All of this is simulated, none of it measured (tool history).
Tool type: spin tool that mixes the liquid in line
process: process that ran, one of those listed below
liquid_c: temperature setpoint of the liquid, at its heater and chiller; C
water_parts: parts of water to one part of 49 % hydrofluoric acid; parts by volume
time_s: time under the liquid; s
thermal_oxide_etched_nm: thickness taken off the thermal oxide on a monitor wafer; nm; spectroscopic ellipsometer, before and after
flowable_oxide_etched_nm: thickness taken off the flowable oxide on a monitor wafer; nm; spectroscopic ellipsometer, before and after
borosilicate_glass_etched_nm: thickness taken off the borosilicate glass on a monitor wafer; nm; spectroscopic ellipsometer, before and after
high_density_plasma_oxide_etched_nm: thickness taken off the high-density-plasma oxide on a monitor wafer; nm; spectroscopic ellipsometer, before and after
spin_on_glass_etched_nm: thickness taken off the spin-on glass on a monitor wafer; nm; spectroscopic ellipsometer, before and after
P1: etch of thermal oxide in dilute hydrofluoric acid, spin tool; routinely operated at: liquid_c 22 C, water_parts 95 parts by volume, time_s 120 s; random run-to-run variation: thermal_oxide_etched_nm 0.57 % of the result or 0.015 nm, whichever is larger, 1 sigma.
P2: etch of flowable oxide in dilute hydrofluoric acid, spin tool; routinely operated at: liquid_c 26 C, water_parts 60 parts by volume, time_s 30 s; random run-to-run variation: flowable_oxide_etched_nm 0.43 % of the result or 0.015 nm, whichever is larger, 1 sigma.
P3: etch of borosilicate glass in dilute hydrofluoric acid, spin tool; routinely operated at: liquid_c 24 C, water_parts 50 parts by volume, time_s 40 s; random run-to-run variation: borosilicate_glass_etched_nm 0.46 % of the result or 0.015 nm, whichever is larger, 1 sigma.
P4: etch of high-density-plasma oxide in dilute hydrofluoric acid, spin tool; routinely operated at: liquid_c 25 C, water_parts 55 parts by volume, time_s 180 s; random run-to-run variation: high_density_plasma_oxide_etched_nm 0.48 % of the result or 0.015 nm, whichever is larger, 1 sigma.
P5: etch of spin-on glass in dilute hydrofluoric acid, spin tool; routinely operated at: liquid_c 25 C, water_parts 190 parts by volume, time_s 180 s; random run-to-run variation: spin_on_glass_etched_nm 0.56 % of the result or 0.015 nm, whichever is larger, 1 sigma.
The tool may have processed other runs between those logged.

run   hour  process  liquid_c  water_parts  time_s  hours since the thermometer was replaced  hours since the hydrofluoric acid flow meter was replaced  thermal_oxide_etched_nm  flowable_oxide_etched_nm  borosilicate_glass_etched_nm  high_density_plasma_oxide_etched_nm  spin_on_glass_etched_nm
  1    8.9       P1        22           95     120                                     147.5                                                      243.4                   5.4124
  2   21.7       P2        26           60      30                                     160.3                                                      256.2                                             28.025
  3     28       P3        24           90      40                                     166.6                                                      262.5                                                                           13.397
  4   36.7       P3        24           50      75                                     175.3                                                      271.2                                                                           47.689
  5   44.4       P1        22           95      20                                       183                                                      278.9                  0.89866
  6   54.7       P3        24           50      40                                     193.3                                                      289.2                                                                           25.122
  7   65.9       P1        22           95     230                                     204.5                                                      300.4                   10.377
        69  -- thermometer replaced
  8   76.4       P4        25           55     180                                       7.5                                                      310.9                                                                                                                21.098
  9   85.1       P1        22           95     120                                      16.2                                                      319.6                   5.4053
 10   98.7       P4        25           20     180                                      29.8                                                      333.2                                                                                                                60.903
 11  111.3       P1        22          145      55                                      42.4                                                      345.8                   1.5091
 12  118.6       P5      32.5          190     180                                      49.7                                                      353.1                                                                                                                                         53.601
 13    131       P1        22           95     120                                      62.1                                                      365.5                   5.3509
 14    143       P5        25          335     180                                      74.1                                                      377.5                                                                                                                                         19.854
 15    150       P1        22           95     120                                      81.1                                                      384.5                   5.3979
 16  159.3       P5        25          190     180                                      90.4                                                      393.8                                                                                                                                         40.389
 17  172.1       P3        17           50      40                                     103.2                                                      406.6                                                                           18.794
 18  180.9       P1      27.5           95     120                                       112                                                      415.4                   6.6595
 19  192.5       P4        33           55     180                                     123.6                                                        427                                                                                                                28.774
 20  204.1       P2        26           60      60                                     135.2                                                      438.6                                             55.664
 21    211       P5        25          190      15                                     142.1                                                      445.5                                                                                                                                         3.4054
 22  218.6       P1        17           95     120                                     149.7                                                      453.1                   4.3815
 23  225.3       P1        22           95     120                                     156.4                                                      459.8                   5.4074
 24  232.6       P2        22           60      30                                     163.7                                                      467.1                                              23.48
 25    239       P1        22           95     120                                     170.1                                                      473.5                   5.3681

What does the tool deliver on the next run?
 26  250.8       P1        22          170     120                                     181.9                                                      485.3                        ?

{"run 26": {"thermal_oxide_etched_nm": 2.7369}}

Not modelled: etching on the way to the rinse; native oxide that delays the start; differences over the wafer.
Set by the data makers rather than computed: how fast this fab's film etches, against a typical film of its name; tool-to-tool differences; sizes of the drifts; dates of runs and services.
